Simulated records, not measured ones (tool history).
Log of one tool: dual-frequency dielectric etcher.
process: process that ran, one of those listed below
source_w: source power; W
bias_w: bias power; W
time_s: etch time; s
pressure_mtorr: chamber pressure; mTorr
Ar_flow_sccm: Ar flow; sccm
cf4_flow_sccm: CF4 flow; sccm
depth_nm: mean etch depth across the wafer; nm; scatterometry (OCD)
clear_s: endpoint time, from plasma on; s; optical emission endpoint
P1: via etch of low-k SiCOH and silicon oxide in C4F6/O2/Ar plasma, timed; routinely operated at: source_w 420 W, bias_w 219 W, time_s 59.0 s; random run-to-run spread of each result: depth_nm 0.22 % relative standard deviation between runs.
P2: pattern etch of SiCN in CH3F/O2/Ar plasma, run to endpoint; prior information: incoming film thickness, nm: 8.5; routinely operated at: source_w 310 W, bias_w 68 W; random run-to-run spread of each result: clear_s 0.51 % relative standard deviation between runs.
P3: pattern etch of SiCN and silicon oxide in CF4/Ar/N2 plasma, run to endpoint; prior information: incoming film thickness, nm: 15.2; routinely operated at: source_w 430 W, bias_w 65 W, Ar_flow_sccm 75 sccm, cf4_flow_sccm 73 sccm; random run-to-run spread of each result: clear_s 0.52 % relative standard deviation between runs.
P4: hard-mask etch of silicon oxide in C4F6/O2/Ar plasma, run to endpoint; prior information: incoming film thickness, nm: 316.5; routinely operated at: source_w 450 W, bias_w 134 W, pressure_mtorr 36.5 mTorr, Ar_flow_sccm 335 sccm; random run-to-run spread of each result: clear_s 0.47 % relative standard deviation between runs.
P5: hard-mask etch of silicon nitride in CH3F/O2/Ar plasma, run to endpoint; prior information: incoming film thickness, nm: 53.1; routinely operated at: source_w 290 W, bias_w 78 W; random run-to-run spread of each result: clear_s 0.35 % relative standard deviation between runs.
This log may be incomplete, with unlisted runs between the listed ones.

| run | day | process | source_w | bias_w | time_s | pressure_mtorr | Ar_flow_sccm | cf4_flow_sccm | hours since the last wet clean | hours since the last source power generator calibration | hours since the last bias power generator calibration | depth_nm | clear_s |
|---|---|---|---|---|---|---|---|---|---|---|---|---|---|
| 1 | 0.317 | P1 | 420 | 219 | 59.0 |  |  |  | 249.8 | 1475.7 | 1114.5 | 183.25 |  |
| 2 | 0.621 | P5 | 290 | 107 |  |  |  |  | 257.1 | 1483.0 | 1121.8 |  | 77.627 |
| 3 | 0.862 | P2 | 310 | 85 |  |  |  |  | 262.9 | 1488.8 | 1127.6 |  | 23.258 |
| 4 | 1.188 | P4 | 450 | 134 |  | 36.5 | 408 |  | 270.7 | 1496.6 | 1135.4 |  | 113.320 |
| 5 | 1.542 | P3 | 430 | 65 |  |  | 75 | 73 | 279.2 | 1505.1 | 1143.9 |  | 17.647 |
| 6 | 1.750 | P4 | 630 | 134 |  | 36.5 | 335 |  | 284.2 | 1510.1 | 1148.9 |  | 96.462 |
| 7 | 2.038 | P3 | 430 | 65 |  |  | 75 | 97 | 291.1 | 1517.0 | 1155.8 |  | 17.239 |
| 8 | 2.229 | P1 | 560 | 219 | 32.5 |  |  |  | 295.7 | 1521.6 | 1160.4 | 113.52 |  |
| 9 | 2.508 | P1 | 420 | 174 | 59.0 |  |  |  | 302.4 | 1528.3 | 1167.1 | 170.90 |  |
| 10 | 2.808 | P5 | 220 | 78 |  |  |  |  | 309.6 | 1535.5 | 1174.3 |  | 96.526 |
| 11 | 3.071 | P3 | 430 | 65 |  |  | 75 | 73 | 315.9 | 1541.8 | 1180.6 |  | 17.668 |
| 12 | 3.412 | P3 | 560 | 65 |  |  | 75 | 73 | 324.1 | 1550.0 | 1188.8 |  | 14.155 |
| 13 | 3.625 | P2 | 310 | 68 |  |  |  |  | 329.2 | 1555.1 | 1193.9 |  | 25.260 |
| 14 | 3.879 | P3 | 430 | 85 |  |  | 75 | 73 | 335.3 | 1561.2 | 1200.0 |  | 16.067 |
| 15 | 4.175 | P1 | 580 | 219 | 59.0 |  |  |  | 342.4 | 1568.3 | 1207.1 | 209.44 |  |
| 16 | 4.475 | P3 | 430 | 65 |  |  | 45 | 73 | 349.6 | 1575.5 | 1214.3 |  | 16.523 |
| 17 | 4.717 | P1 | 420 | 219 | 32.5 |  |  |  | 355.4 | 1581.3 | 1220.1 | 101.67 |  |
| 18 | 4.967 | P1 | 420 | 219 | 59.0 |  |  |  | 361.4 | 1587.3 | 1226.1 | 184.65 |  |
| 19 | 5.250 | P1 | 280 | 219 | 59.0 |  |  |  | 368.2 | 1594.1 | 1232.9 | 157.90 |  |
| 20 | 5.525 | P1 | 420 | 219 | 76.0 |  |  |  | 374.8 | 1600.7 | 1239.5 | 237.33 |  |
|  | 5.546 | source power generator calibrated |
| 21 | 5.696 | P5 | 290 | 78 |  |  |  |  | 378.9 | 3.6 | 1243.6 |  | 86.949 |
| 22 | 5.929 | P4 | 450 | 107 |  | 36.5 | 335 |  | 384.5 | 9.2 | 1249.2 |  | 119.070 |
| 23 | 6.150 | P2 | 200 | 68 |  |  |  |  | 389.8 | 14.5 | 1254.5 |  | 29.845 |
| 24 | 6.462 | P1 | 330 | 219 | 71.0 |  |  |  | 397.3 | 22.0 | 1262.0 | 202.07 |  |
| 25 | 6.654 | P1 | 420 | 219 | 59.0 |  |  |  | 401.9 | 26.6 | 1266.6 | 183.84 |  |
| 26 | 6.975 | P1 | 420 | 292 | 59.0 |  |  |  | 409.6 | 34.3 | 1274.3 | 202.47 |  |
| 27 | 7.154 | P4 | 450 | 134 |  | 36.5 | 335 |  | 413.9 | 38.6 | 1278.6 |  | 111.550 |
| 28 | 7.375 | P4 | 450 | 134 |  | 45.0 | 335 |  | 419.2 | 43.9 | 1283.9 |  | 114.040 |
| 29 | 7.675 | P1 | 420 | 219 | 59.0 |  |  |  | 426.4 | 51.1 | 1291.1 | 183.44 |  |
| 30 | 7.967 | P1 | 420 | 219 | 59.0 |  |  |  | 433.4 | 58.1 | 1298.1 | 182.92 |  |
| 31 | 8.212 | P1 | 420 | 219 | 59.0 |  |  |  | 439.3 | 64.0 | 1304.0 | 184.33 |  |
| 32 | 8.562 | P1 | 420 | 219 | 59.0 |  |  |  | 447.7 | 72.4 | 1312.4 | 182.97 |  |
| 33 | 8.783 | P1 | 420 | 219 | 59.0 |  |  |  | 453.0 | 77.7 | 1317.7 | 184.85 |  |
| 34 | 8.975 | P1 | 420 | 219 | 59.0 |  |  |  | 457.6 | 82.3 | 1322.3 | 185.02 |  |
| 35 | 9.192 | P1 | 420 | 219 | 59.0 |  |  |  | 462.8 | 87.5 | 1327.5 | 185.37 |  |
| 36 | 9.417 | P1 | 420 | 219 | 59.0 |  |  |  | 468.2 | 92.9 | 1332.9 | 185.60 |  |
| 37 | 9.638 | P1 | 420 | 219 | 59.0 |  |  |  | 473.5 | 98.2 | 1338.2 | 185.71 |  |
|  | 9.862 | wet clean of the chamber |
| 38 | 9.896 | P1 | 420 | 219 | 59.0 |  |  |  | 0.9 | 104.4 | 1344.4 | 186.58 |  |
| 39 | 10.125 | P1 | 420 | 219 | 59.0 |  |  |  | 6.4 | 109.9 | 1349.9 | 186.44 |  |
| 40 | 10.367 | P1 | 420 | 219 | 59.0 |  |  |  | 12.2 | 115.7 | 1355.7 | 186.50 |  |
| 41 | 10.621 | P1 | 420 | 219 | 59.0 |  |  |  | 18.3 | 121.8 | 1361.8 | 186.48 |  |
| 42 | 10.958 | P1 | 420 | 219 | 59.0 |  |  |  | 26.4 | 129.9 | 1369.9 | 186.67 |  |
| 43 | 11.258 | P1 | 420 | 219 | 59.0 |  |  |  | 33.6 | 137.1 | 1377.1 | 186.73 |  |

The output of P1 has drifted from where it used to be. Each of the 2 causes below, taken at the size shown beside it, accounts for the log equally well:
A: bias power that arrives over what is set, % = 4.69
B: source power that arrives over what is set, % = 4
At approximately day 8.562, the process output began to creep.
All other causes, with the reason each is excluded:
chamber walls in a state that raises the etch rate, %: work on it at day 9.862, done after the drift set in, did not restore what the process gave before

Which of the check runs below tells the causes apart, meaning the causes would give it clearly different results? Each run uses 5 wafers whose results are averaged, and each result is shown as a question mark.
| check 1 | 11.558 | P3 | 520 | 65 |  |  | 75 | 73 |  |  |  |  | ? |
| check 2 | 11.558 | P2 | 200 | 68 |  |  |  |  |  |  |  |  | ? |
| check 3 | 11.558 | P4 | 520 | 134 |  | 36.5 | 335 |  |  |  |  |  | ? |
| check 4 | 11.558 | P5 | 290 | 95 |  |  |  |  |  |  |  |  | ? |

What each check would give under each cause:
| check | result | if A | if B |
|---|---|---|---|
| check 1 | clear_s | 14.747 | 14.446 |
| check 2 | clear_s | 29.170 | 29.238 |
| check 3 | clear_s | 103.640 | 103.400 |
| check 4 | clear_s | 79.558 | 79.759 |
Minimum pairwise separation of causes per check, each pair taken at its best-separating result: check 1 2.07 %; check 2 0.23 %; check 3 0.24 %; check 4 0.25 %
Check 1 is the one run that separates the causes; every other check would come out nearly the same whichever cause is at work.

Check 1 was then run and gave: clear_s 14.405 s. Which cause is it?

Of the candidate causes, it is B: source power that arrives over what is set, %.
